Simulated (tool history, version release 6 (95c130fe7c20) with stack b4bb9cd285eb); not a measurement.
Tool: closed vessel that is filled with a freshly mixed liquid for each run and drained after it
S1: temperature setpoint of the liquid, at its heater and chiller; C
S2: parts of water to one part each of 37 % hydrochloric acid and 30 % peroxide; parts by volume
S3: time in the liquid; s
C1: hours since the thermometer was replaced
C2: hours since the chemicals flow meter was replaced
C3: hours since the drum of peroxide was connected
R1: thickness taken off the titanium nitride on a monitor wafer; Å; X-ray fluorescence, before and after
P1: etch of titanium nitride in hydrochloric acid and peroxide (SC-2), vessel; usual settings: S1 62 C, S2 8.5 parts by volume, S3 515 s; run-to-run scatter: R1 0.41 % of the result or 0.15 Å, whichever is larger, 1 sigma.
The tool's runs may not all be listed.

run	hour	S1	S2	S3	C1	C2	C3	R1
1	13	62	8.5	515	339.6	623.3	137.4	423.86
2	22.6	71.5	8.5	515	349.2	632.9	147	748.58
3	36.3	72	8.5	910	362.9	646.6	160.7	1362.4
4	43.3	47	8.5	515	369.9	653.6	167.7	159
5	50.5	62	8.5	515	377.1	660.8	174.9	420.39
6	63.8	62	8.5	515	390.4	674.1	188.2	421.94
7	72.5	62	4	515	399.1	682.8	196.9	739.91
8	86.4	62	8.5	955	413	696.7	210.8	777.87
# hour 99.4: thermometer replaced
9	100.1	62	12.5	515	0.7	710.4	224.5	304.59
10	108.6	62	8.5	515	9.2	718.9	233	423.66
11	121	62	8.5	190	21.6	731.3	245.4	155.6

Forecast run 12:
12	127.7	62	8.5	515	28.3	738	252.1	?

R1: 421.78 Å

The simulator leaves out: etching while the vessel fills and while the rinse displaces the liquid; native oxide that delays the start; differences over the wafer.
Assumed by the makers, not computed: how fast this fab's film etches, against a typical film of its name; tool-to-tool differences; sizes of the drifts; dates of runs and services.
